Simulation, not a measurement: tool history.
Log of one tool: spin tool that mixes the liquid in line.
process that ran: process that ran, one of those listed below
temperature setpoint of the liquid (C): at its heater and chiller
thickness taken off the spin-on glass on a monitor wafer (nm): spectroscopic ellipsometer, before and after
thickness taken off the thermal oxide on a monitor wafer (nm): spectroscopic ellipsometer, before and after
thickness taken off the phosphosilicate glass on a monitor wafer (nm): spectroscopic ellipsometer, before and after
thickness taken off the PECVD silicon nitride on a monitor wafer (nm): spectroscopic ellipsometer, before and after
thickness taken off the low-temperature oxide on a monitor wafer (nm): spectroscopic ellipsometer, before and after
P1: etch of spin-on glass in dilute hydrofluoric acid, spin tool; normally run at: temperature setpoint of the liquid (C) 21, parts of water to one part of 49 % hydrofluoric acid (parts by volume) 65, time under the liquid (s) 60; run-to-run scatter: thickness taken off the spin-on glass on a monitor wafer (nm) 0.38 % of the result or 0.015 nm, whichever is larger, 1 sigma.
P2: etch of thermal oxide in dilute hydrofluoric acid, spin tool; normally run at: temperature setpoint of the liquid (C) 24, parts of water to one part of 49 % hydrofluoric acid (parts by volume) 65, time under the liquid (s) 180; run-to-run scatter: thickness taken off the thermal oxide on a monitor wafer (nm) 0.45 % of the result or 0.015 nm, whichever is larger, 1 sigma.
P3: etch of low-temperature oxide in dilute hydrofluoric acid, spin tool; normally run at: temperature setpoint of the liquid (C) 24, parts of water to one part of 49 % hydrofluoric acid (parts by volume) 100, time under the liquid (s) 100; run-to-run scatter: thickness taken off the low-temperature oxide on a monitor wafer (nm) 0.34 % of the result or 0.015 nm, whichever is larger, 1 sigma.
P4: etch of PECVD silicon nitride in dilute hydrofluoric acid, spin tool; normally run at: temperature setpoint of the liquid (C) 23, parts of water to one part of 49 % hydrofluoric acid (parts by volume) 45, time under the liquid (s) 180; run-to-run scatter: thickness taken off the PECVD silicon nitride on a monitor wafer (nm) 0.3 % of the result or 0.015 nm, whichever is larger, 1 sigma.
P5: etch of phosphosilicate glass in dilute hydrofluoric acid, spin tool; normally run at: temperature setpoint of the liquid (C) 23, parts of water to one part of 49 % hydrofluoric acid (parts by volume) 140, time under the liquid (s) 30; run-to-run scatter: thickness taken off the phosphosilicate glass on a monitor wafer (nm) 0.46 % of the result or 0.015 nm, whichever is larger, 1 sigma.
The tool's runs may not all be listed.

| run | day | process that ran | temperature setpoint of the liquid (C) | parts of water to one part of 49 % hydrofluoric acid (parts by volume) | time under the liquid (s) | thickness taken off the spin-on glass on a monitor wafer (nm) | thickness taken off the thermal oxide on a monitor wafer (nm) | thickness taken off the phosphosilicate glass on a monitor wafer (nm) | thickness taken off the PECVD silicon nitride on a monitor wafer (nm) | thickness taken off the low-temperature oxide on a monitor wafer (nm) |
|---|---|---|---|---|---|---|---|---|---|---|
| 1 | 0.171 | P1 | 21 | 65 | 60 | 58.332 |  |  |  |  |
| 2 | 0.308 | P1 | 21 | 65 | 60 | 58.329 |  |  |  |  |
| 3 | 0.467 | P2 | 24 | 110 | 180 |  | 7.6698 |  |  |  |
| 4 | 0.642 | P5 | 23 | 40 | 30 |  |  | 53.971 |  |  |
| 5 | 0.808 | P4 | 17 | 45 | 180 |  |  |  | 9.0632 |  |
| 6 | 0.975 | P1 | 21 | 65 | 60 | 58.119 |  |  |  |  |
| 7 | 1.133 | P5 | 23 | 140 | 15 |  |  | 6.8279 |  |  |
| 8 | 1.3 | P4 | 23 | 70 | 180 |  |  |  | 8.9394 |  |
| 9 | 1.471 | P1 | 21 | 105 | 85 | 48.894 |  |  |  |  |
| 10 | 1.588 | P3 | 18 | 100 | 100 |  |  |  |  | 21.589 |
| 11 | 1.75 | P4 | 23 | 45 | 180 |  |  |  | 13.699 |  |
| 12 | 1.833 | P1 | 25 | 65 | 60 | 68.886 |  |  |  |  |
| 13 | 1.962 | P5 | 17 | 140 | 30 |  |  | 10.772 |  |  |
| 14 | 2.088 | P1 | 21 | 65 | 25 | 24.232 |  |  |  |  |
| 15 | 2.175 | P3 | 24 | 55 | 100 |  |  |  |  | 53.068 |
| 16 | 2.321 | P1 | 21 | 20 | 60 | 199.7 |  |  |  |  |
| 17 | 2.492 | P2 | 24 | 65 | 180 |  | 13.792 |  |  |  |
| 18 | 2.592 | P1 | 17 | 65 | 60 | 48.828 |  |  |  |  |
| 19 | 2.692 | P1 | 21 | 65 | 110 | 106.97 |  |  |  |  |
| 20 | 2.833 | P1 | 21 | 65 | 60 | 58.03 |  |  |  |  |
| 21 | 3.008 | P2 | 28.5 | 65 | 180 |  | 16.543 |  |  |  |
| 22 | 3.171 | P5 | 23 | 140 | 30 |  |  | 13.579 |  |  |
| 23 | 3.354 | P1 | 21 | 65 | 60 | 57.838 |  |  |  |  |
| 24 | 3.471 | P4 | 23 | 45 | 30 |  |  |  | 2.2788 |  |
| 25 | 3.579 | P1 | 21 | 65 | 60 | 58.257 |  |  |  |  |
| 26 | 3.721 | P1 | 21 | 65 | 60 | 58.264 |  |  |  |  |
| 27 | 3.804 | P5 | 23 | 140 | 30 |  |  | 13.728 |  |  |
| 28 | 3.95 | P1 | 21 | 110 | 60 | 32.665 |  |  |  |  |
| 29 | 4.092 | P3 | 24 | 100 | 100 |  |  |  |  | 27.527 |
| 30 | 4.254 | P2 | 24 | 65 | 15 |  | 1.1419 |  |  |  |
| 31 | 4.367 | P3 | 24 | 100 | 40 |  |  |  |  | 11.051 |
| 32 | 4.546 | P2 | 24 | 65 | 180 |  | 13.718 |  |  |  |
| 33 | 4.679 | P3 | 24 | 100 | 100 |  |  |  |  | 27.508 |
| 34 | 4.767 | P4 | 23 | 45 | 180 |  |  |  | 13.761 |  |
| 35 | 4.875 | P1 | 21 | 65 | 60 | 58.281 |  |  |  |  |
| 36 | 4.971 | P1 | 21 | 65 | 60 | 59.871 |  |  |  |  |
| 37 | 5.133 | P1 | 21 | 65 | 60 | 60.836 |  |  |  |  |
| 38 | 5.217 | P1 | 21 | 65 | 60 | 61.496 |  |  |  |  |
| 39 | 5.371 | P1 | 21 | 65 | 60 | 61.927 |  |  |  |  |

Forecast run 40:
| 40 | 5.5 | P1 | 21 | 65 | 60 | ? |  |  |  |  |

Run 40 gave thickness taken off the spin-on glass on a monitor wafer (nm) 62.089.
